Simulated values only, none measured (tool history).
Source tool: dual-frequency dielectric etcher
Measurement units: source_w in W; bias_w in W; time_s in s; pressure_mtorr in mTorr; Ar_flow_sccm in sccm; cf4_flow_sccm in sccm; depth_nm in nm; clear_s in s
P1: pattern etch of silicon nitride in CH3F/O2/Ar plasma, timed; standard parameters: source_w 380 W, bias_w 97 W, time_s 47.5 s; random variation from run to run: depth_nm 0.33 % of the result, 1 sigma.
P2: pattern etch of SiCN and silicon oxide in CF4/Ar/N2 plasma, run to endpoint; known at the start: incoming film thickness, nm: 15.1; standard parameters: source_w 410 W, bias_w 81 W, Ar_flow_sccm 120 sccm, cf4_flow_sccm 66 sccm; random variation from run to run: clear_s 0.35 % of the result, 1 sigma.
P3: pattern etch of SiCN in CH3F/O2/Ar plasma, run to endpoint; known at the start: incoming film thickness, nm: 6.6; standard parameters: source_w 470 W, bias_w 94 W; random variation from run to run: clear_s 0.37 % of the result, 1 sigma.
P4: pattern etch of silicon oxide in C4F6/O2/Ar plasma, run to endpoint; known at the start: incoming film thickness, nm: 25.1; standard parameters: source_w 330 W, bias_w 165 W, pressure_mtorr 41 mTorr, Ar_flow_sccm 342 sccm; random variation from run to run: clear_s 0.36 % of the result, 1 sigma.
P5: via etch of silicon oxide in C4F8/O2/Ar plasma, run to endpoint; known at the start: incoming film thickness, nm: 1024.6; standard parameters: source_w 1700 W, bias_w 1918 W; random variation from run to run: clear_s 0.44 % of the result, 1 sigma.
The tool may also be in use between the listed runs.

run 1 hour=6.6 | process=P1 source_w=380 bias_w=97 time_s=47.5 | depth_nm=37.310
run 2 hour=16.7 | process=P1 source_w=380 bias_w=97 time_s=60.0 | depth_nm=46.748
run 3 hour=24.0 | process=P4 source_w=330 bias_w=165 pressure_mtorr=41 Ar_flow_sccm=342 | clear_s=9.3172
run 4 hour=36.4 | process=P3 source_w=470 bias_w=94 | clear_s=14.5550
run 5 hour=43.4 | process=P2 source_w=410 bias_w=81 Ar_flow_sccm=120 cf4_flow_sccm=49 | clear_s=20.1700
run 6 hour=53.2 | process=P2 source_w=410 bias_w=81 Ar_flow_sccm=70 cf4_flow_sccm=66 | clear_s=17.7830
run 7 hour=65.8 | process=P3 source_w=470 bias_w=94 | clear_s=14.6410
run 8 hour=72.4 | process=P1 source_w=380 bias_w=68 time_s=47.5 | depth_nm=32.723
run 9 hour=82.1 | process=P4 source_w=330 bias_w=165 pressure_mtorr=41 Ar_flow_sccm=481 | clear_s=9.7402
run 10 hour=94.8 | process=P2 source_w=410 bias_w=61 Ar_flow_sccm=120 cf4_flow_sccm=66 | clear_s=21.0880
run 11 hour=106.3 | process=P1 source_w=380 bias_w=97 time_s=30.5 | depth_nm=23.737
run 12 hour=116.8 | process=P5 source_w=1700 bias_w=1918 | clear_s=229.3200
-- hour=119.4 bias power generator calibrated
run 13 hour=131.1 | process=P1 source_w=380 bias_w=97 time_s=47.5 | depth_nm=37.145
run 14 hour=144.3 | process=P3 source_w=340 bias_w=94 | clear_s=16.3220
run 15 hour=157.5 | process=P1 source_w=290 bias_w=127 time_s=47.5 | depth_nm=37.097
run 16 hour=170.1 | process=P2 source_w=410 bias_w=81 Ar_flow_sccm=120 cf4_flow_sccm=66 | clear_s=19.2550
run 17 hour=183.6 | process=P4 source_w=330 bias_w=165 pressure_mtorr=54 Ar_flow_sccm=342 | clear_s=9.7247
run 18 hour=194.4 | process=P1 source_w=240 bias_w=97 time_s=47.5 | depth_nm=31.169
-- hour=198.9 wet clean of the chamber
run 19 hour=201.5 | process=P1 source_w=380 bias_w=97 time_s=47.5 | depth_nm=37.021
run 20 hour=209.3 | process=P2 source_w=410 bias_w=81 Ar_flow_sccm=120 cf4_flow_sccm=66 | clear_s=19.0870
run 21 hour=217.6 | process=P1 source_w=500 bias_w=97 time_s=47.5 | depth_nm=41.095
run 22 hour=230.2 | process=P2 source_w=570 bias_w=81 Ar_flow_sccm=120 cf4_flow_sccm=66 | clear_s=14.3820
run 23 hour=245.3 | process=P5 source_w=2080 bias_w=1918 | clear_s=210.8500
run 24 hour=259.3 | process=P1 source_w=380 bias_w=97 time_s=47.5 | depth_nm=37.206
run 25 hour=267.9 | process=P1 source_w=380 bias_w=97 time_s=47.5 | depth_nm=36.954
run 26 hour=279.5 | process=P4 source_w=270 bias_w=165 pressure_mtorr=41 Ar_flow_sccm=342 | clear_s=10.1600
run 27 hour=291.4 | process=P1 source_w=380 bias_w=116 time_s=47.5 | depth_nm=39.649
run 28 hour=300.5 | process=P5 source_w=1700 bias_w=2391 | clear_s=212.9700
run 29 hour=309.2 | process=P4 source_w=330 bias_w=127 pressure_mtorr=41 Ar_flow_sccm=342 | clear_s=10.1600
run 30 hour=321.9 | process=P1 source_w=380 bias_w=97 time_s=47.5 | depth_nm=37.103
run 31 hour=334.8 | process=P1 source_w=300 bias_w=97 time_s=58.0 | depth_nm=41.208
run 32 hour=349.0 | process=P1 source_w=380 bias_w=97 time_s=47.5 | depth_nm=36.780
run 33 hour=356.0 | process=P3 source_w=470 bias_w=126 | clear_s=13.0230
run 34 hour=369.1 | process=P1 source_w=380 bias_w=97 time_s=47.5 | depth_nm=37.281
run 35 hour=376.5 | process=P1 source_w=380 bias_w=97 time_s=47.5 | depth_nm=37.194
run 36 hour=385.6 | process=P1 source_w=380 bias_w=97 time_s=47.5 | depth_nm=37.498
run 37 hour=392.6 | process=P1 source_w=380 bias_w=97 time_s=47.5 | depth_nm=37.495
run 38 hour=399.3 | process=P1 source_w=380 bias_w=97 time_s=47.5 | depth_nm=37.355
run 39 hour=414.3 | process=P1 source_w=380 bias_w=97 time_s=47.5 | depth_nm=37.580
run 40 hour=424.0 | process=P1 source_w=380 bias_w=97 time_s=47.5 | depth_nm=37.437
run 41 hour=438.3 | process=P1 source_w=380 bias_w=97 time_s=47.5 | depth_nm=37.428
run 42 hour=446.1 | process=P1 source_w=380 bias_w=97 time_s=47.5 | depth_nm=37.640
-- hour=451.9 wet clean of the chamber
run 43 hour=456.7 | process=P1 source_w=380 bias_w=97 time_s=47.5 | depth_nm=37.891
run 44 hour=466.6 | process=P1 source_w=380 bias_w=97 time_s=47.5 | depth_nm=37.766
run 45 hour=479.8 | process=P1 source_w=380 bias_w=97 time_s=47.5 | depth_nm=37.815

What P1 gives has crept away from where it was. These 2 causes fit the log equally well, each at the size given:
A: bias power that arrives over what is set, % = 4.58
B: source power that arrives over what is set, % = 4.51
At approximately hour 369.1, the process output began to creep.
Each remaining cause and why it is not a fit:
chamber walls in a state that raises the etch rate, %: serviced at hour 451.9, after the change had begun; the process did not return to its earlier output

The 4 check runs listed below each average the results of 2 wafers, and their outcomes are marked with question marks. Under which run would the listed causes produce clearly different results?
run check 1 hour=493.0 | process=P5 source_w=1700 bias_w=1918 | clear_s=?
run check 2 hour=493.0 | process=P4 source_w=330 bias_w=165 pressure_mtorr=41 Ar_flow_sccm=342 | clear_s=?
run check 3 hour=493.0 | process=P3 source_w=470 bias_w=94 | clear_s=?
run check 4 hour=493.0 | process=P2 source_w=410 bias_w=81 Ar_flow_sccm=120 cf4_flow_sccm=66 | clear_s=?

What every check run would give for each of its results, assuming each possible cause in turn:
check=check_1 result=clear_s if_A=225.7700 if_B=224.7100
check=check_2 result=clear_s if_A=9.2723 if_B=9.2440
check=check_3 result=clear_s if_A=14.3030 if_B=14.3060
check=check_4 result=clear_s if_A=18.8800 if_B=18.4620
Smallest distance between any two causes, each pair judged by its most separating result, in per cent: check 1 0.47 %; check 2 0.31 %; check 3 0.02 %; check 4 2.24 %
Of the check runs offered, only check 4 discriminates between the causes; the rest would read about the same regardless of which cause applies.

Here is what check 4 returned: clear_s 18.4490 s. Which cause is it?

It was cause B: source power that arrives over what is set, %.

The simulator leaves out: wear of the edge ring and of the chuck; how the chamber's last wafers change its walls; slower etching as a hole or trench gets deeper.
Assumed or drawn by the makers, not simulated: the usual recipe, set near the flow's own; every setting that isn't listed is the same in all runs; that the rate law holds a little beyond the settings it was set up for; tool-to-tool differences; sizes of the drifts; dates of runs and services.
